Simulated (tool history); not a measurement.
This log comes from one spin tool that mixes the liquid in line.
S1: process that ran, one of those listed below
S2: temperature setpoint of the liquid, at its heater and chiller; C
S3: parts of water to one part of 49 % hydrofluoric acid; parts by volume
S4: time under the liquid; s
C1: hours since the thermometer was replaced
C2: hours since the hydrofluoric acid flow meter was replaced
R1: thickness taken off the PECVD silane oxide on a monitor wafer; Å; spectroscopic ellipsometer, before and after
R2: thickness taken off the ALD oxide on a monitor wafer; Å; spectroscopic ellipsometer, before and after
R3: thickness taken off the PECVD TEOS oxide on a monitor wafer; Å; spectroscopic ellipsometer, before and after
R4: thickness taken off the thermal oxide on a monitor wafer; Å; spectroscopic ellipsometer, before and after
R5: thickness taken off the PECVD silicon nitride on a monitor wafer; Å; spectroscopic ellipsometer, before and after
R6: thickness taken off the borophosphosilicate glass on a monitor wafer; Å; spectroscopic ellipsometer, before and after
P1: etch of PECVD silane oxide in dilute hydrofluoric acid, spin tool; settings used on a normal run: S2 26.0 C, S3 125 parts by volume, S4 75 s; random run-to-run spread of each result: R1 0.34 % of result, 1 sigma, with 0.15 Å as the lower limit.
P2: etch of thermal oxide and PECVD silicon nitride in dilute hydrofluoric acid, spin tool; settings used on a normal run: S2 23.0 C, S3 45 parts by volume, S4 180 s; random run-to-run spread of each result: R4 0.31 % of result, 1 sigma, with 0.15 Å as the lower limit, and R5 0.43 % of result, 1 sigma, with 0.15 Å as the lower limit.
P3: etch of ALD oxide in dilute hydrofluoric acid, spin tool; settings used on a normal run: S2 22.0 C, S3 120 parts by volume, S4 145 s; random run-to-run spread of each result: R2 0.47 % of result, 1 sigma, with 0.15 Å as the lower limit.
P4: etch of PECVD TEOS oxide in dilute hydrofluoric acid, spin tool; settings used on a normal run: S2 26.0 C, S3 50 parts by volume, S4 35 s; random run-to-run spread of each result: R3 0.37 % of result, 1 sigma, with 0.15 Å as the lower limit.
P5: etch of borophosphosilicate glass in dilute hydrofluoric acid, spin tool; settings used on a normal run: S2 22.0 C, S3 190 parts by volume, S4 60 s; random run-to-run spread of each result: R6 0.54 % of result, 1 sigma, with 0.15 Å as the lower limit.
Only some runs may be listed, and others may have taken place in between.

Run 1, hour 9.6: S1 P1, S2 26.0 C, S3 125 parts by volume, S4 75 s; C1 597.5; C2 935.7. Result: R1 321.06 Å.
Run 2, hour 14.7: S1 P1, S2 26.0 C, S3 60 parts by volume, S4 75 s; C1 602.6; C2 940.8. Result: R1 725.84 Å.
Run 3, hour 20.3: S1 P3, S2 22.0 C, S3 120 parts by volume, S4 260 s; C1 608.2; C2 946.4. Result: R2 196.710 Å.
Run 4, hour 26.7: S1 P1, S2 26.0 C, S3 125 parts by volume, S4 75 s; C1 614.6; C2 952.8. Result: R1 318.09 Å.
Run 5, hour 37.8: S1 P4, S2 26.0 C, S3 50 parts by volume, S4 35 s; C1 625.7; C2 963.9. Result: R3 90.406 Å.
Run 6, hour 45.9: S1 P2, S2 23.0 C, S3 20 parts by volume, S4 180 s; C1 633.8; C2 972.0. Result: R4 448.310 Å, R5 454.650 Å.
At hour 46.0: thermometer replaced.
Run 7, hour 55.0: S1 P3, S2 22.0 C, S3 120 parts by volume, S4 145 s; C1 9.1; C2 981.1. Result: R2 109.910 Å.
Run 8, hour 63.8: S1 P5, S2 22.0 C, S3 190 parts by volume, S4 20 s; C1 17.9; C2 989.9. Result: R6 42.633 Å.
Run 9, hour 72.6: S1 P4, S2 32.0 C, S3 50 parts by volume, S4 35 s; C1 26.7; C2 998.7. Result: R3 115.500 Å.
Run 10, hour 82.5: S1 P1, S2 33.5 C, S3 125 parts by volume, S4 75 s; C1 36.6; C2 1008.6. Result: R1 419.89 Å.
Run 11, hour 93.4: S1 P1, S2 26.0 C, S3 125 parts by volume, S4 135 s; C1 47.5; C2 1019.5. Result: R1 577.45 Å.
Run 12, hour 98.7: S1 P4, S2 26.0 C, S3 85 parts by volume, S4 35 s; C1 52.8; C2 1024.8. Result: R3 51.216 Å.
Run 13, hour 106.9: S1 P2, S2 23.0 C, S3 45 parts by volume, S4 180 s; C1 61.0; C2 1033.0. Result: R4 190.800 Å, R5 207.820 Å.
Run 14, hour 112.2: S1 P5, S2 22.0 C, S3 295 parts by volume, S4 60 s; C1 66.3; C2 1038.3. Result: R6 73.756 Å.
Run 15, hour 121.1: S1 P5, S2 17.0 C, S3 190 parts by volume, S4 60 s; C1 75.2; C2 1047.2. Result: R6 105.780 Å.
Run 16, hour 129.1: S1 P1, S2 26.0 C, S3 125 parts by volume, S4 75 s; C1 83.2; C2 1055.2. Result: R1 320.75 Å.
Run 17, hour 140.2: S1 P2, S2 17.0 C, S3 45 parts by volume, S4 180 s; C1 94.3; C2 1066.3. Result: R4 148.440 Å, R5 138.150 Å.
Run 18, hour 149.9: S1 P4, S2 26.0 C, S3 50 parts by volume, S4 35 s; C1 104.0; C2 1076.0. Result: R3 91.334 Å.
Run 19, hour 160.5: S1 P1, S2 26.0 C, S3 125 parts by volume, S4 30 s; C1 114.6; C2 1086.6. Result: R1 127.68 Å.
Run 20, hour 166.2: S1 P4, S2 26.0 C, S3 50 parts by volume, S4 15 s; C1 120.3; C2 1092.3. Result: R3 39.259 Å.
Run 21, hour 177.2: S1 P1, S2 26.0 C, S3 125 parts by volume, S4 75 s; C1 131.3; C2 1103.3. Result: R1 319.16 Å.
Run 22, hour 187.3: S1 P1, S2 26.0 C, S3 125 parts by volume, S4 75 s; C1 141.4; C2 1113.4. Result: R1 319.93 Å.
Run 23, hour 195.6: S1 P3, S2 22.0 C, S3 120 parts by volume, S4 145 s; C1 149.7; C2 1121.7. Result: R2 108.880 Å.
Run 24, hour 201.1: S1 P1, S2 18.5 C, S3 125 parts by volume, S4 75 s; C1 155.2; C2 1127.2. Result: R1 238.32 Å.
Run 25, hour 209.1: S1 P2, S2 23.0 C, S3 45 parts by volume, S4 40 s; C1 163.2; C2 1135.2. Result: R4 42.343 Å, R5 46.588 Å.
Run 26, hour 214.0: S1 P1, S2 26.0 C, S3 40 parts by volume, S4 15 s; C1 168.1; C2 1140.1. Result: R1 223.88 Å.
Run 27, hour 223.7: S1 P1, S2 26.0 C, S3 125 parts by volume, S4 75 s; C1 177.8; C2 1149.8. Result: R1 319.88 Å.
Run 28, hour 230.0: S1 P3, S2 17.0 C, S3 120 parts by volume, S4 145 s; C1 184.1; C2 1156.1. Result: R2 89.831 Å.
Run 29, hour 235.2: S1 P2, S2 23.0 C, S3 45 parts by volume, S4 180 s; C1 189.3; C2 1161.3. Result: R4 192.100 Å, R5 208.760 Å.
Run 30, hour 241.8: S1 P1, S2 26.0 C, S3 125 parts by volume, S4 75 s; C1 195.9; C2 1167.9. Result: R1 320.95 Å.
Run 31, hour 248.4: S1 P5, S2 22.0 C, S3 190 parts by volume, S4 60 s; C1 202.5; C2 1174.5. Result: R6 129.390 Å.
Run 32, hour 253.6: S1 P1, S2 26.0 C, S3 170 parts by volume, S4 75 s; C1 207.7; C2 1179.7. Result: R1 220.26 Å.
Run 33, hour 260.3: S1 P3, S2 22.0 C, S3 220 parts by volume, S4 145 s; C1 214.4; C2 1186.4. Result: R2 53.601 Å.
Run 34, hour 265.7: S1 P1, S2 26.0 C, S3 125 parts by volume, S4 75 s; C1 219.8; C2 1191.8. Result: R1 320.16 Å.
Run 35, hour 276.9: S1 P1, S2 26.0 C, S3 125 parts by volume, S4 75 s; C1 231.0; C2 1203.0. Result: R1 332.40 Å.
Run 36, hour 282.0: S1 P1, S2 26.0 C, S3 125 parts by volume, S4 75 s; C1 236.1; C2 1208.1. Result: R1 339.60 Å.
Run 37, hour 289.9: S1 P1, S2 26.0 C, S3 125 parts by volume, S4 75 s; C1 244.0; C2 1216.0. Result: R1 342.49 Å.
Run 38, hour 296.5: S1 P1, S2 26.0 C, S3 125 parts by volume, S4 75 s; C1 250.6; C2 1222.6. Result: R1 342.44 Å.
Run 39, hour 304.9: S1 P1, S2 26.0 C, S3 125 parts by volume, S4 75 s; C1 259.0; C2 1231.0. Result: R1 346.41 Å.
Run 40, hour 310.3: S1 P1, S2 26.0 C, S3 125 parts by volume, S4 75 s; C1 264.4; C2 1236.4. Result: R1 345.39 Å.
Run 41, hour 316.3: S1 P1, S2 26.0 C, S3 125 parts by volume, S4 75 s; C1 270.4; C2 1242.4. Result: R1 346.21 Å.
Run 42, hour 325.5: S1 P1, S2 26.0 C, S3 125 parts by volume, S4 75 s; C1 279.6; C2 1251.6. Result: R1 345.35 Å.
Run 43, hour 330.8: S1 P1, S2 26.0 C, S3 125 parts by volume, S4 75 s; C1 284.9; C2 1256.9. Result: R1 348.20 Å.

P1 no longer gives what it gave before; its output has crept away from where it was. The following 2 causes, each at its listed size, fit the log equally well:
A: hydrofluoric acid flow above the setpoint (%) = 7.77
B: liquid hotter than its thermometer reads (K) = 2.29
Creep in the process output first set in at about hour 265.7.

4 check runs are offered, one wafer each, their results left as question marks. Which one tells the causes apart?
Run check 1, hour 336.1: S1 P2, S2 23.0 C, S3 35 parts by volume, S4 110 s. Result: R4 ?, R5 ?.
Run check 2, hour 336.1: S1 P3, S2 22.0 C, S3 185 parts by volume, S4 145 s. Result: R2 ?.
Run check 3, hour 336.1: S1 P4, S2 30.0 C, S3 50 parts by volume, S4 35 s. Result: R3 ?.
Run check 4, hour 336.1: S1 P5, S2 18.0 C, S3 285 parts by volume, S4 60 s. Result: R6 ?.

Check results expected under each cause:
  check  result     if A     if B
check 1      R4  164.760  167.630
check 1      R5  175.890  191.120
check 2      R2   72.262   72.073
check 3      R3  115.850  116.870
check 4      R6   73.671   73.113
Per-check spread between the two closest causes, in the result where they differ most: check 1 8.3 %; check 2 0.26 %; check 3 0.88 %; check 4 0.76 %
Of the check runs offered, only check 1 discriminates between the causes; the rest would read about the same regardless of which cause applies.

With check 1 done, the readings were: R4 167.150 Å; R5 191.440 Å. Identify which of the listed causes applies.

The correct cause is B, namely: liquid hotter than its thermometer reads (K).
